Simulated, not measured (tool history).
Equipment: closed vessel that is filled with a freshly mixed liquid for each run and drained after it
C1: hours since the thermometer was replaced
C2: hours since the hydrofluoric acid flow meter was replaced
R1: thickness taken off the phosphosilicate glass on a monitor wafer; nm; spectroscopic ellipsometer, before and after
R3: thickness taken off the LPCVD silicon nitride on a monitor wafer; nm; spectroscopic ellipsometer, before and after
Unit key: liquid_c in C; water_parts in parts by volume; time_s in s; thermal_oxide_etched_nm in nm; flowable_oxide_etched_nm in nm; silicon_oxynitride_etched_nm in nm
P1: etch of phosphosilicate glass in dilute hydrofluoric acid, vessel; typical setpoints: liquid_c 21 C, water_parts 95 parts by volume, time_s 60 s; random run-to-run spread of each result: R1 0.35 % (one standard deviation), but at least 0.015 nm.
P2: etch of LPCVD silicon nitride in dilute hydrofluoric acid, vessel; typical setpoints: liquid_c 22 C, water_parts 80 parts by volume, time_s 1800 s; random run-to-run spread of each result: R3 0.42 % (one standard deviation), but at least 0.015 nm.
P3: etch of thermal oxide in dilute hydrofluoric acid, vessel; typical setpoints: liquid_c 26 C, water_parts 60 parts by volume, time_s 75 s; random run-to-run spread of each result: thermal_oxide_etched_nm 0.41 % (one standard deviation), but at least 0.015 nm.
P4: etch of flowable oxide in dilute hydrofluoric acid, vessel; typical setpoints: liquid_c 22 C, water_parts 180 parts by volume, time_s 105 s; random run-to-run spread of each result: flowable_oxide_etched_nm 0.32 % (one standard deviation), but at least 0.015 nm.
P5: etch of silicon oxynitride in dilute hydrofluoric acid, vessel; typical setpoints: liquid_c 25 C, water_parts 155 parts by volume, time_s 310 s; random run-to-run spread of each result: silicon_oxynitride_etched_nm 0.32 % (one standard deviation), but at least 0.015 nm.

run 1 hour=8.6 | process=P1 liquid_c=21 water_parts=95 time_s=60 | C1=905.3 C2=274.4 | R1=33.694
run 2 hour=14.2 | process=P1 liquid_c=21 water_parts=40 time_s=60 | C1=910.9 C2=280 | R1=85.262
run 3 hour=22.3 | process=P1 liquid_c=21 water_parts=95 time_s=60 | C1=919 C2=288.1 | R1=33.755
run 4 hour=28.7 | process=P1 liquid_c=17 water_parts=95 time_s=60 | C1=925.4 C2=294.5 | R1=28.588
run 5 hour=37.4 | process=P3 liquid_c=26 water_parts=90 time_s=75 | C1=934.1 C2=303.2 | thermal_oxide_etched_nm=4.3075
run 6 hour=42.1 | process=P2 liquid_c=22 water_parts=35 time_s=1800 | C1=938.8 C2=307.9 | R3=23.169
run 7 hour=48.5 | process=P1 liquid_c=21 water_parts=95 time_s=60 | C1=945.2 C2=314.3 | R1=33.686
run 8 hour=53.9 | process=P1 liquid_c=21 water_parts=95 time_s=60 | C1=950.6 C2=319.7 | R1=33.504
run 9 hour=62.5 | process=P4 liquid_c=22 water_parts=180 time_s=30 | C1=959.2 C2=328.3 | flowable_oxide_etched_nm=7.5259
run 10 hour=68.8 | process=P5 liquid_c=25 water_parts=155 time_s=105 | C1=965.5 C2=334.6 | silicon_oxynitride_etched_nm=2.1257
run 11 hour=77.3 | process=P1 liquid_c=27.5 water_parts=165 time_s=60 | C1=974 C2=343.1 | R1=22.784
run 12 hour=82.5 | process=P1 liquid_c=26 water_parts=95 time_s=95 | C1=979.2 C2=348.3 | R1=65.389
run 13 hour=86.5 | process=P1 liquid_c=21 water_parts=95 time_s=30 | C1=983.2 C2=352.3 | R1=16.782
run 14 hour=92.3 | process=P1 liquid_c=21 water_parts=95 time_s=60 | C1=989 C2=358.1 | R1=33.843
run 15 hour=98.4 | process=P4 liquid_c=22 water_parts=55 time_s=105 | C1=995.1 C2=364.2 | flowable_oxide_etched_nm=99.402
run 16 hour=107.5 | process=P5 liquid_c=25 water_parts=155 time_s=310 | C1=1004.2 C2=373.3 | silicon_oxynitride_etched_nm=6.2283
run 17 hour=114.3 | process=P5 liquid_c=25 water_parts=155 time_s=310 | C1=1011 C2=380.1 | silicon_oxynitride_etched_nm=6.2767
run 18 hour=119.2 | process=P5 liquid_c=31.5 water_parts=155 time_s=310 | C1=1015.9 C2=385 | silicon_oxynitride_etched_nm=8.352
run 19 hour=126 | process=P5 liquid_c=25 water_parts=50 time_s=310 | C1=1022.7 C2=391.8 | silicon_oxynitride_etched_nm=21.289
run 20 hour=134.1 | process=P3 liquid_c=26 water_parts=60 time_s=75 | C1=1030.8 C2=399.9 | thermal_oxide_etched_nm=6.7373
run 21 hour=140.5 | process=P4 liquid_c=30.5 water_parts=180 time_s=105 | C1=1037.2 C2=406.3 | flowable_oxide_etched_nm=36.072
run 22 hour=148.1 | process=P1 liquid_c=27 water_parts=20 time_s=60 | C1=1044.8 C2=413.9 | R1=224.82
run 23 hour=155.4 | process=P2 liquid_c=28.5 water_parts=80 time_s=1800 | C1=1052.1 C2=421.2 | R3=15.9
run 24 hour=160.8 | process=P3 liquid_c=26 water_parts=60 time_s=75 | C1=1057.5 C2=426.6 | thermal_oxide_etched_nm=6.7581
run 25 hour=169.5 | process=P3 liquid_c=26 water_parts=60 time_s=30 | C1=1066.2 C2=435.3 | thermal_oxide_etched_nm=2.709
run 26 hour=174.3 | process=P2 liquid_c=22 water_parts=80 time_s=1800 | C1=1071 C2=440.1 | R3=10.289
run 27 hour=182.9 | process=P2 liquid_c=22 water_parts=80 time_s=2750 | C1=1079.6 C2=448.7 | R3=15.898
run 28 hour=189.3 | process=P1 liquid_c=21 water_parts=160 time_s=60 | C1=1086 C2=455.1 | R1=18.489
run 29 hour=193.4 | process=P1 liquid_c=21 water_parts=95 time_s=60 | C1=1090.1 C2=459.2 | R1=33.62
run 30 hour=198.6 | process=P3 liquid_c=21.5 water_parts=60 time_s=75 | C1=1095.3 C2=464.4 | thermal_oxide_etched_nm=5.6352
run 31 hour=204.2 | process=P1 liquid_c=21 water_parts=95 time_s=60 | C1=1100.9 C2=470 | R1=33.637
run 32 hour=211.1 | process=P4 liquid_c=22 water_parts=180 time_s=105 | C1=1107.8 C2=476.9 | flowable_oxide_etched_nm=26.445
run 33 hour=218.6 | process=P1 liquid_c=24.5 water_parts=95 time_s=60 | C1=1115.3 C2=484.4 | R1=38.755
run 34 hour=223.2 | process=P1 liquid_c=21 water_parts=95 time_s=95 | C1=1119.9 C2=489 | R1=53.128
run 35 hour=228.4 | process=P1 liquid_c=21 water_parts=95 time_s=60 | C1=1125.1 C2=494.2 | R1=33.586
run 36 hour=236.2 | process=P1 liquid_c=21 water_parts=95 time_s=60 | C1=1132.9 C2=502 | R1=34.761
run 37 hour=245.5 | process=P1 liquid_c=21 water_parts=95 time_s=60 | C1=1142.2 C2=511.3 | R1=35.527
run 38 hour=251.9 | process=P1 liquid_c=21 water_parts=95 time_s=60 | C1=1148.6 C2=517.7 | R1=36.068
run 39 hour=259 | process=P1 liquid_c=21 water_parts=95 time_s=60 | C1=1155.7 C2=524.8 | R1=36.019
run 40 hour=267.6 | process=P1 liquid_c=21 water_parts=95 time_s=60 | C1=1164.3 C2=533.4 | R1=36.322
run 41 hour=276.8 | process=P1 liquid_c=21 water_parts=95 time_s=60 | C1=1173.5 C2=542.6 | R1=36.407
run 42 hour=282.2 | process=P1 liquid_c=21 water_parts=95 time_s=60 | C1=1178.9 C2=548 | R1=36.429

The log shows P1 creeping away from where it was. Any of the 2 causes listed here, at the size stated for it, fits the log just as well as the others:
A: liquid hotter than its thermometer reads (K) = 1.9
B: hydrofluoric acid flow above the setpoint (%) = 7.19
The process output started creeping at around hour 228.4.

Question marks stand in for the results of the 4 check runs listed below, each run on one wafer. Under which run would the listed causes show clearly different results?
run check 1 hour=287.6 | process=P5 liquid_c=25 water_parts=155 time_s=155 | silicon_oxynitride_etched_nm=?
run check 2 hour=287.6 | process=P3 liquid_c=26 water_parts=90 time_s=30 | thermal_oxide_etched_nm=?
run check 3 hour=287.6 | process=P4 liquid_c=29 water_parts=65 time_s=105 | flowable_oxide_etched_nm=?
run check 4 hour=287.6 | process=P2 liquid_c=22 water_parts=45 time_s=2565 | R3=?

Predicted outcomes, by check and by cause:
check=check_1 result=silicon_oxynitride_etched_nm if_A=3.4088 if_B=3.384
check=check_2 result=thermal_oxide_etched_nm if_A=1.8654 if_B=1.872
check=check_3 result=flowable_oxide_etched_nm if_A=118.81 if_B=119.08
check=check_4 result=R3 if_A=29.531 if_B=27.76
Smallest distance between any two causes, each pair judged by its most separating result, in per cent: check 1 0.73 %; check 2 0.35 %; check 3 0.23 %; check 4 6.18 %
Only in check 4 would the causes give clearly different results; in the remaining checks their results would be nearly the same.

Then check 4 was run and gave: R3 27.9 nm. Which cause is it?

The correct cause is B, namely: hydrofluoric acid flow above the setpoint (%).
